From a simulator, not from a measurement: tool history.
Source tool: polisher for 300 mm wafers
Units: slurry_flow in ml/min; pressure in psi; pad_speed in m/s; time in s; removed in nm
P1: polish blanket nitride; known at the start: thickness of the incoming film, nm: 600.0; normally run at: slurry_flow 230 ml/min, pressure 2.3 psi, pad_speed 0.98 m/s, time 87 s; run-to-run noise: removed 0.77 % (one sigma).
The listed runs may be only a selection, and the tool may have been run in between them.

| run | hour | slurry_flow | pressure | pad_speed | time | removed |
|---|---|---|---|---|---|---|
| 1 | 16.5 | 230 | 2.3 | 0.98 | 87 | 87.772 |
| 2 | 24.6 | 230 | 3.4 | 0.98 | 87 | 130.590 |
| 3 | 38.4 | 310 | 2.3 | 1.28 | 87 | 114.080 |
| 4 | 46.7 | 140 | 2.3 | 0.98 | 87 | 82.367 |
| 5 | 57.3 | 230 | 2.3 | 0.44 | 87 | 46.675 |
| 6 | 65.6 | 230 | 2.3 | 0.98 | 87 | 88.627 |
| 7 | 79.8 | 230 | 2.3 | 0.98 | 134 | 135.350 |
| 8 | 91.3 | 230 | 1.2 | 0.98 | 87 | 45.903 |
| 9 | 100.3 | 230 | 2.3 | 0.44 | 135 | 71.102 |
| 10 | 114.7 | 230 | 2.3 | 0.98 | 87 | 89.412 |
| 11 | 130.7 | 230 | 2.3 | 0.98 | 87 | 88.135 |
| 12 | 140.4 | 280 | 3.1 | 0.98 | 87 | 120.580 |
| 13 | 156.3 | 320 | 2.3 | 0.98 | 87 | 91.035 |
| 14 | 166.3 | 230 | 2.3 | 0.98 | 87 | 88.013 |
| 15 | 179.4 | 230 | 2.3 | 0.98 | 87 | 87.617 |
| 16 | 194.0 | 230 | 2.3 | 0.98 | 39 | 39.706 |
| 17 | 208.5 | 230 | 2.3 | 1.52 | 87 | 126.350 |
| 18 | 216.3 | 230 | 2.3 | 0.98 | 87 | 87.692 |
| 19 | 229.8 | 230 | 2.3 | 0.98 | 87 | 87.251 |
| 20 | 240.8 | 230 | 2.3 | 0.98 | 87 | 85.455 |
| 21 | 253.2 | 230 | 2.3 | 0.98 | 87 | 84.559 |
| 22 | 263.1 | 230 | 2.3 | 0.98 | 87 | 84.700 |
| 23 | 271.6 | 230 | 2.3 | 0.98 | 87 | 84.387 |
| 24 | 279.7 | 230 | 2.3 | 0.98 | 87 | 83.359 |

What will run 25 give?
| 25 | 293.1 | 230 | 2.3 | 0.98 | 87 | ? |

Run 25 gave removed 82.624 nm.

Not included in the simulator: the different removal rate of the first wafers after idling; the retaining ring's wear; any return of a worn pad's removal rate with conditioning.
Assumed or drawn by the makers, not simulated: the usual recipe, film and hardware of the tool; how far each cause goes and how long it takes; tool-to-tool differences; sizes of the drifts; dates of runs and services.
